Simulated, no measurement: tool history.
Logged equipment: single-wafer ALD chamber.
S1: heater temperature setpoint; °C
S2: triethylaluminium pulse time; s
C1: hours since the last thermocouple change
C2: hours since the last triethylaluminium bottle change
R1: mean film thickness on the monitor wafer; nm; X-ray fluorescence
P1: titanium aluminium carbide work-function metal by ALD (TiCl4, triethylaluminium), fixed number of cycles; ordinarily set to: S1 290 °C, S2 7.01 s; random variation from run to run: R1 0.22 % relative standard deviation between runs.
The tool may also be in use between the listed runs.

run 1 hour=7.8 | S1=290 S2=7.01 | C1=1046 C2=333.6 | R1=1.8637
run 2 hour=15.6 | S1=290 S2=7.01 | C1=1053.8 C2=341.4 | R1=1.862
run 3 hour=22.9 | S1=290 S2=9.29 | C1=1061.1 C2=348.7 | R1=1.9601
run 4 hour=28.5 | S1=313 S2=4.36 | C1=1066.7 C2=354.3 | R1=1.7496
run 5 hour=36.2 | S1=275 S2=7.01 | C1=1074.4 C2=362 | R1=1.7434
run 6 hour=42.9 | S1=314 S2=7.01 | C1=1081.1 C2=368.7 | R1=2.0707
run 7 hour=46.6 | S1=290 S2=7.01 | C1=1084.8 C2=372.4 | R1=1.8708
run 8 hour=52.4 | S1=290 S2=7.01 | C1=1090.6 C2=378.2 | R1=1.8659
run 9 hour=60.3 | S1=290 S2=2.37 | C1=1098.5 C2=386.1 | R1=1.1418
run 10 hour=64.3 | S1=290 S2=7.01 | C1=1102.5 C2=390.1 | R1=1.861
run 11 hour=72.4 | S1=290 S2=7.01 | C1=1110.6 C2=398.2 | R1=1.8638
run 12 hour=76.7 | S1=307 S2=3.4 | C1=1114.9 C2=402.5 | R1=1.5186
run 13 hour=81 | S1=290 S2=7.01 | C1=1119.2 C2=406.8 | R1=1.8678
run 14 hour=84.5 | S1=290 S2=7.01 | C1=1122.7 C2=410.3 | R1=1.8613
run 15 hour=88.2 | S1=290 S2=7.01 | C1=1126.4 C2=414 | R1=1.8401
run 16 hour=96.1 | S1=290 S2=7.01 | C1=1134.3 C2=421.9 | R1=1.8322
run 17 hour=103.2 | S1=290 S2=7.01 | C1=1141.4 C2=429 | R1=1.8223
run 18 hour=108.8 | S1=290 S2=7.01 | C1=1147 C2=434.6 | R1=1.828
run 19 hour=114.9 | S1=290 S2=7.01 | C1=1153.1 C2=440.7 | R1=1.8204
run 20 hour=119.8 | S1=290 S2=7.01 | C1=1158 C2=445.6 | R1=1.8144
run 21 hour=127.2 | S1=290 S2=7.01 | C1=1165.4 C2=453 | R1=1.8226
run 22 hour=132.2 | S1=290 S2=7.01 | C1=1170.4 C2=458 | R1=1.8196

Something has made what P1 gives creep away from where it was; the 2 causes below, each at its own stated size, fit the log equally well:
A: wafer temperature below the value expected at the setpoint (K) = 5.78
B: triethylaluminium dose below that of a fresh bottle (%) = 9.72
At approximately hour 81, the process output began to creep.

Consider the 4 single-wafer check runs listed below, results given as question marks: which one distinguishes between the causes by giving clearly different results for each?
run check 1 hour=137.2 | S1=310 S2=7.01 | R1=?
run check 2 hour=137.2 | S1=290 S2=3.87 | R1=?
run check 3 hour=137.2 | S1=280 S2=7.01 | R1=?
run check 4 hour=137.2 | S1=301 S2=7.01 | R1=?

Check results expected under each cause:
check=check_1 result=R1 if_A=1.9863 if_B=1.9828
check=check_2 result=R1 if_A=1.4702 if_B=1.4346
check=check_3 result=R1 if_A=1.7346 if_B=1.7363
check=check_4 result=R1 if_A=1.91 if_B=1.9081
Per check, the gap between the least separated pair of causes, taken in the result that splits them most: check 1 0.18 %; check 2 2.45 %; check 3 0.1 %; check 4 0.1 %
Only in check 2 would the causes give clearly different results; in the remaining checks their results would be nearly the same.

Check 2 has now been run. It gave: R1 1.4704 nm. Which of the candidate causes is it?

It was cause A: wafer temperature below the value expected at the setpoint (K).

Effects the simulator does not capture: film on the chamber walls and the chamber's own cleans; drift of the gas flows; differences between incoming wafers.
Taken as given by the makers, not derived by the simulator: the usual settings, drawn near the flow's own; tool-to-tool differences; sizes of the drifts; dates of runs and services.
